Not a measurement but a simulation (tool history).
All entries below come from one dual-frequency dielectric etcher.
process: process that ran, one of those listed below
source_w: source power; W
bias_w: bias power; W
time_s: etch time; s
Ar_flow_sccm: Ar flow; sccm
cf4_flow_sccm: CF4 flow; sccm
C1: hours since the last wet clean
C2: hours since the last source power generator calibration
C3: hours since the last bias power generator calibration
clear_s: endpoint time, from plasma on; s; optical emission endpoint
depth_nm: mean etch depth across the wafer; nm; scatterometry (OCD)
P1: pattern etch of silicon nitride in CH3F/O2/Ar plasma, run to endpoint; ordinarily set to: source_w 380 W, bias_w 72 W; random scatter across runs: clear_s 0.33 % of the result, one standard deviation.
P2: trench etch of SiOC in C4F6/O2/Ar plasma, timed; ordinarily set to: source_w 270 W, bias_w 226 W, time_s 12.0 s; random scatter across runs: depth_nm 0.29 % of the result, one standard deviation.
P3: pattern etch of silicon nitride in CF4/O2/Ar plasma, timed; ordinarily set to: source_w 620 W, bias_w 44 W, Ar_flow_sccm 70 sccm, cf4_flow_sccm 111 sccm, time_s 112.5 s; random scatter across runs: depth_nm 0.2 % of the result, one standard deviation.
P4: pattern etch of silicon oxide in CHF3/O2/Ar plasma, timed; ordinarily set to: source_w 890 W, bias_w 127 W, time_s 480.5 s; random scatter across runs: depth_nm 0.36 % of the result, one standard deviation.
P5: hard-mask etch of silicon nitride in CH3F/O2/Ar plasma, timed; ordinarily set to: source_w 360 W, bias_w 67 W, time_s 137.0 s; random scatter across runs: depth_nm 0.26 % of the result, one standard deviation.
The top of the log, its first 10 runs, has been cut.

run 11 hour=49.8 | process=P5 source_w=360 bias_w=67 time_s=90.5 | C1=190.0 C2=416.7 C3=259.9 | depth_nm=59.022
run 12 hour=53.5 | process=P5 source_w=360 bias_w=43 time_s=137.0 | C1=193.7 C2=420.4 C3=263.6 | depth_nm=77.548
run 13 hour=57.6 | process=P3 source_w=620 bias_w=44 time_s=112.5 Ar_flow_sccm=70 cf4_flow_sccm=111 | C1=197.8 C2=424.5 C3=267.7 | depth_nm=267.280
run 14 hour=61.6 | process=P1 source_w=470 bias_w=95 | C1=201.8 C2=428.5 C3=271.7 | clear_s=47.070
run 15 hour=68.0 | process=P3 source_w=480 bias_w=44 time_s=112.5 Ar_flow_sccm=70 cf4_flow_sccm=111 | C1=208.2 C2=434.9 C3=278.1 | depth_nm=213.580
run 16 hour=72.9 | process=P1 source_w=460 bias_w=88 | C1=213.1 C2=439.8 C3=283.0 | clear_s=48.799
run 17 hour=78.1 | process=P4 source_w=890 bias_w=127 time_s=693.5 | C1=218.3 C2=445.0 C3=288.2 | depth_nm=1425.100
run 18 hour=84.3 | process=P1 source_w=380 bias_w=72 | C1=224.5 C2=451.2 C3=294.4 | clear_s=56.307
run 19 hour=89.8 | process=P1 source_w=290 bias_w=72 | C1=230.0 C2=456.7 C3=299.9 | clear_s=62.135
run 20 hour=95.6 | process=P1 source_w=380 bias_w=85 | C1=235.8 C2=462.5 C3=305.7 | clear_s=53.030
run 21 hour=100.8 | process=P4 source_w=890 bias_w=127 time_s=480.5 | C1=241.0 C2=467.7 C3=310.9 | depth_nm=985.360
run 22 hour=107.2 | process=P2 source_w=270 bias_w=143 time_s=12.0 | C1=247.4 C2=474.1 C3=317.3 | depth_nm=19.546
run 23 hour=110.7 | process=P4 source_w=890 bias_w=127 time_s=480.5 | C1=250.9 C2=477.6 C3=320.8 | depth_nm=984.980
run 24 hour=116.7 | process=P3 source_w=620 bias_w=44 time_s=112.5 Ar_flow_sccm=70 cf4_flow_sccm=153 | C1=256.9 C2=483.6 C3=326.8 | depth_nm=276.150
run 25 hour=119.5 | process=P1 source_w=490 bias_w=100 | C1=259.7 C2=486.4 C3=329.6 | clear_s=45.446
run 26 hour=125.9 | process=P2 source_w=200 bias_w=226 time_s=12.0 | C1=266.1 C2=492.8 C3=336.0 | depth_nm=20.187
run 27 hour=131.1 | process=P3 source_w=620 bias_w=26 time_s=112.5 Ar_flow_sccm=70 cf4_flow_sccm=111 | C1=271.3 C2=498.0 C3=341.2 | depth_nm=225.930
run 28 hour=135.0 | process=P4 source_w=670 bias_w=127 time_s=480.5 | C1=275.2 C2=501.9 C3=345.1 | depth_nm=881.050
run 29 hour=139.5 | process=P4 source_w=890 bias_w=165 time_s=480.5 | C1=279.7 C2=506.4 C3=349.6 | depth_nm=1070.000
run 30 hour=145.8 | process=P3 source_w=620 bias_w=44 time_s=112.5 Ar_flow_sccm=45 cf4_flow_sccm=111 | C1=286.0 C2=512.7 C3=355.9 | depth_nm=279.570

Estimate the outcome of run 31 from the log above:
run 31 hour=149.8 | process=P5 source_w=360 bias_w=67 time_s=137.0 | C1=290.0 C2=516.7 C3=359.9 | depth_nm=?

For run 31 the tool returned depth_nm 89.544 nm.
